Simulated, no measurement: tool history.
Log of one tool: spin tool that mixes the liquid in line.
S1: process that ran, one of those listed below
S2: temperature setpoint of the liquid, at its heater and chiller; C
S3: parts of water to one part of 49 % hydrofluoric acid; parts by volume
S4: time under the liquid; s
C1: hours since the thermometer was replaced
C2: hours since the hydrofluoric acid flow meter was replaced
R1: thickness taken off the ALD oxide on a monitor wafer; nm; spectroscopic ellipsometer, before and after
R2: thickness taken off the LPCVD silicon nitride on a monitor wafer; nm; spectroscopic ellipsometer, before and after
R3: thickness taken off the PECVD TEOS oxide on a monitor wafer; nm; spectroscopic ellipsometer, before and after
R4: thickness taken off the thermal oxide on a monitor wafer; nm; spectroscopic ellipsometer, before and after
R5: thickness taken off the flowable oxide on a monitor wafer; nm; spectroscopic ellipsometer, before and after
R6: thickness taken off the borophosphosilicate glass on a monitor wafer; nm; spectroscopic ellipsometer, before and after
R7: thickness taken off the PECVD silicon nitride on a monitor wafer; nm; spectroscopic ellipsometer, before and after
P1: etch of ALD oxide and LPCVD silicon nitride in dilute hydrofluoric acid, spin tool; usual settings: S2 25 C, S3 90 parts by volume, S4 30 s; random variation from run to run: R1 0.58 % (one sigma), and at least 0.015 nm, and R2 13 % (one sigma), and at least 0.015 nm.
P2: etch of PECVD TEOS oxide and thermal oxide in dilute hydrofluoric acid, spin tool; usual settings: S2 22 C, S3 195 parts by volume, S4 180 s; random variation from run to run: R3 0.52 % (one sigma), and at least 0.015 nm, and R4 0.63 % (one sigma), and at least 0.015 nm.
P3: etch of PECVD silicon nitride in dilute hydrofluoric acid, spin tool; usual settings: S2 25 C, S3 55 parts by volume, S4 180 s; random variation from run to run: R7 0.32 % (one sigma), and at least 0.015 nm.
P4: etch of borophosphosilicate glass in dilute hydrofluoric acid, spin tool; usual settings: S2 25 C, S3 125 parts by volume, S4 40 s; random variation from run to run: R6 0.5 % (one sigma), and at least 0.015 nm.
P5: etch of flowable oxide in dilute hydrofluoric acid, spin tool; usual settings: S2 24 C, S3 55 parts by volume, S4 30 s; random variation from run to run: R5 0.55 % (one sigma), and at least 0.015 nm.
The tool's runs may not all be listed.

Run 1, day 0.342: S1 P1, S2 25 C, S3 90 parts by volume, S4 30 s; C1 441.2; C2 567.4. Result: R1 4.803 nm, R2 0.19577 nm.
Run 2, day 0.658: S1 P2, S2 17.5 C, S3 195 parts by volume, S4 180 s; C1 448.8; C2 575. Result: R3 5.7287 nm, R4 3.1802 nm.
Run 3, day 0.921: S1 P1, S2 25 C, S3 135 parts by volume, S4 15 s; C1 455.1; C2 581.3. Result: R1 1.5269 nm, R2 0.067969 nm.
Run 4, day 1.254: S1 P5, S2 18 C, S3 55 parts by volume, S4 30 s; C1 463.1; C2 589.3. Result: R5 30.962 nm.
Run 5, day 1.588: S1 P4, S2 30.5 C, S3 125 parts by volume, S4 40 s; C1 471.1; C2 597.3. Result: R6 21.254 nm.
Run 6, day 1.988: S1 P4, S2 25 C, S3 50 parts by volume, S4 40 s; C1 480.7; C2 606.9. Result: R6 47.437 nm.
Run 7, day 2.204: S1 P1, S2 25 C, S3 160 parts by volume, S4 30 s; C1 485.9; C2 612.1. Result: R1 2.5223 nm, R2 0.069117 nm.
Run 8, day 2.612: S1 P3, S2 25 C, S3 55 parts by volume, S4 360 s; C1 495.7; C2 621.9. Result: R7 29.543 nm.
Run 9, day 2.8: S1 P1, S2 25 C, S3 90 parts by volume, S4 30 s; C1 500.2; C2 626.4. Result: R1 4.8004 nm, R2 0.17865 nm.
Run 10, day 3.017: S1 P2, S2 22 C, S3 105 parts by volume, S4 180 s; C1 505.4; C2 631.6. Result: R3 13.937 nm, R4 7.5578 nm.
Run 11, day 3.35: S1 P3, S2 25 C, S3 55 parts by volume, S4 180 s; C1 513.4; C2 639.6. Result: R7 14.81 nm.
Run 12, day 3.704: S1 P1, S2 25 C, S3 90 parts by volume, S4 30 s; C1 521.9; C2 648.1. Result: R1 4.8811 nm, R2 0.13733 nm.
Run 13, day 3.95: S1 P2, S2 22 C, S3 195 parts by volume, S4 180 s; C1 527.8; C2 654. Result: R3 6.7819 nm, R4 3.729 nm.
Run 14, day 4.225: S1 P3, S2 18 C, S3 55 parts by volume, S4 180 s; C1 534.4; C2 660.6. Result: R7 9.158 nm.
Run 15, day 4.575: S1 P2, S2 22 C, S3 195 parts by volume, S4 305 s; C1 542.8; C2 669. Result: R3 11.55 nm, R4 6.3674 nm.
Run 16, day 4.875: S1 P2, S2 22 C, S3 195 parts by volume, S4 180 s; C1 550; C2 676.2. Result: R3 6.7718 nm, R4 3.7157 nm.
At day 5.158: hydrofluoric acid flow meter replaced.
Run 17, day 5.225: S1 P5, S2 24 C, S3 55 parts by volume, S4 30 s; C1 558.4; C2 1.6. Result: R5 40.482 nm.
Run 18, day 5.55: S1 P1, S2 32 C, S3 60 parts by volume, S4 30 s; C1 566.2; C2 9.4. Result: R1 9.9238 nm, R2 0.3907 nm.
Run 19, day 5.775: S1 P4, S2 25 C, S3 125 parts by volume, S4 40 s; C1 571.6; C2 14.8. Result: R6 17.319 nm.
Run 20, day 6.038: S1 P1, S2 25 C, S3 90 parts by volume, S4 30 s; C1 577.9; C2 21.1. Result: R1 4.7731 nm, R2 0.21036 nm.
Run 21, day 6.4: S1 P1, S2 25 C, S3 45 parts by volume, S4 30 s; C1 586.6; C2 29.8. Result: R1 10.171 nm, R2 0.27815 nm.
Run 22, day 6.812: S1 P4, S2 25 C, S3 125 parts by volume, S4 15 s; C1 596.5; C2 39.7. Result: R6 6.5441 nm.
Run 23, day 7.083: S1 P5, S2 24 C, S3 20 parts by volume, S4 30 s; C1 603; C2 46.2. Result: R5 115.17 nm.
Run 24, day 7.496: S1 P1, S2 25 C, S3 90 parts by volume, S4 30 s; C1 612.9; C2 56.1. Result: R1 4.8599 nm, R2 0.13847 nm.
Run 25, day 7.725: S1 P1, S2 20.5 C, S3 90 parts by volume, S4 30 s; C1 618.4; C2 61.6. Result: R1 4.0831 nm, R2 0.10911 nm.
Run 26, day 7.975: S1 P5, S2 24 C, S3 55 parts by volume, S4 55 s; C1 624.4; C2 67.6. Result: R5 73.46 nm.
Run 27, day 8.312: S1 P1, S2 30.5 C, S3 90 parts by volume, S4 30 s; C1 632.5; C2 75.7. Result: R1 6.0024 nm, R2 0.33845 nm.
Run 28, day 8.521: S1 P1, S2 25 C, S3 90 parts by volume, S4 30 s; C1 637.5; C2 80.7. Result: R1 4.847 nm, R2 0.1584 nm.
Run 29, day 8.775: S1 P3, S2 25 C, S3 20 parts by volume, S4 180 s; C1 643.6; C2 86.8. Result: R7 39.661 nm.
Run 30, day 8.958: S1 P1, S2 25 C, S3 90 parts by volume, S4 15 s; C1 648; C2 91.2. Result: R1 2.4232 nm, R2 0.089403 nm.
Run 31, day 9.35: S1 P4, S2 25 C, S3 125 parts by volume, S4 40 s; C1 657.4; C2 100.6. Result: R6 17.329 nm.
Run 32, day 9.604: S1 P1, S2 25 C, S3 90 parts by volume, S4 45 s; C1 663.5; C2 106.7. Result: R1 7.2466 nm, R2 0.2612 nm.
Run 33, day 9.788: S1 P1, S2 25 C, S3 90 parts by volume, S4 30 s; C1 667.9; C2 111.1. Result: R1 4.8503 nm, R2 0.19779 nm.
Run 34, day 10.029: S1 P1, S2 25 C, S3 90 parts by volume, S4 30 s; C1 673.7; C2 116.9. Result: R1 4.9556 nm, R2 0.1908 nm.
Run 35, day 10.358: S1 P1, S2 25 C, S3 90 parts by volume, S4 30 s; C1 681.6; C2 124.8. Result: R1 5.0265 nm, R2 0.1537 nm.
Run 36, day 10.583: S1 P1, S2 25 C, S3 90 parts by volume, S4 30 s; C1 687; C2 130.2. Result: R1 5.0263 nm, R2 0.17242 nm.
Run 37, day 10.846: S1 P1, S2 25 C, S3 90 parts by volume, S4 30 s; C1 693.3; C2 136.5. Result: R1 5.0219 nm, R2 0.17854 nm.
Run 38, day 11.05: S1 P1, S2 25 C, S3 90 parts by volume, S4 30 s; C1 698.2; C2 141.4. Result: R1 5.1432 nm, R2 0.19482 nm.
Run 39, day 11.325: S1 P1, S2 25 C, S3 90 parts by volume, S4 30 s; C1 704.8; C2 148. Result: R1 5.0972 nm, R2 0.15529 nm.
Run 40, day 11.733: S1 P1, S2 25 C, S3 90 parts by volume, S4 30 s; C1 714.6; C2 157.8. Result: R1 5.128 nm, R2 0.21908 nm.

What P1 gives has crept away from where it was. These 2 causes fit the log equally well, each at the size given:
A: liquid hotter than its thermometer reads (K) = 1.41
B: hydrofluoric acid flow above the setpoint (%) = 5.11
The creep began at about day 9.788.

4 check runs are offered, one wafer each, their results left as question marks. Which one tells the causes apart?
Run check 1, day 12.142: S1 P4, S2 25 C, S3 125 parts by volume, S4 40 s. Result: R6 ?.
Run check 2, day 12.142: S1 P5, S2 24 C, S3 55 parts by volume, S4 30 s. Result: R5 ?.
Run check 3, day 12.142: S1 P2, S2 22 C, S3 195 parts by volume, S4 180 s. Result: R3 ?, R4 ?.
Run check 4, day 12.142: S1 P3, S2 25 C, S3 55 parts by volume, S4 180 s. Result: R7 ?.

What each check would give under each cause:
  check  result    if A    if B
check 1      R6  18.316  18.377
check 2      R5  42.269  42.092
check 3      R3  7.1888  7.2368
check 3      R4  3.9541  3.9805
check 4      R7  16.265  15.552
How far apart the two closest causes lie, in the result that separates them most: check 1 0.33 %; check 2 0.42 %; check 3 0.67 %; check 4 4.48 %
Check 4 tells the causes apart: in the others they would give nearly the same result.

Check 4 was then run and gave: R7 15.479 nm. Which cause is it?

It is B: hydrofluoric acid flow above the setpoint (%).

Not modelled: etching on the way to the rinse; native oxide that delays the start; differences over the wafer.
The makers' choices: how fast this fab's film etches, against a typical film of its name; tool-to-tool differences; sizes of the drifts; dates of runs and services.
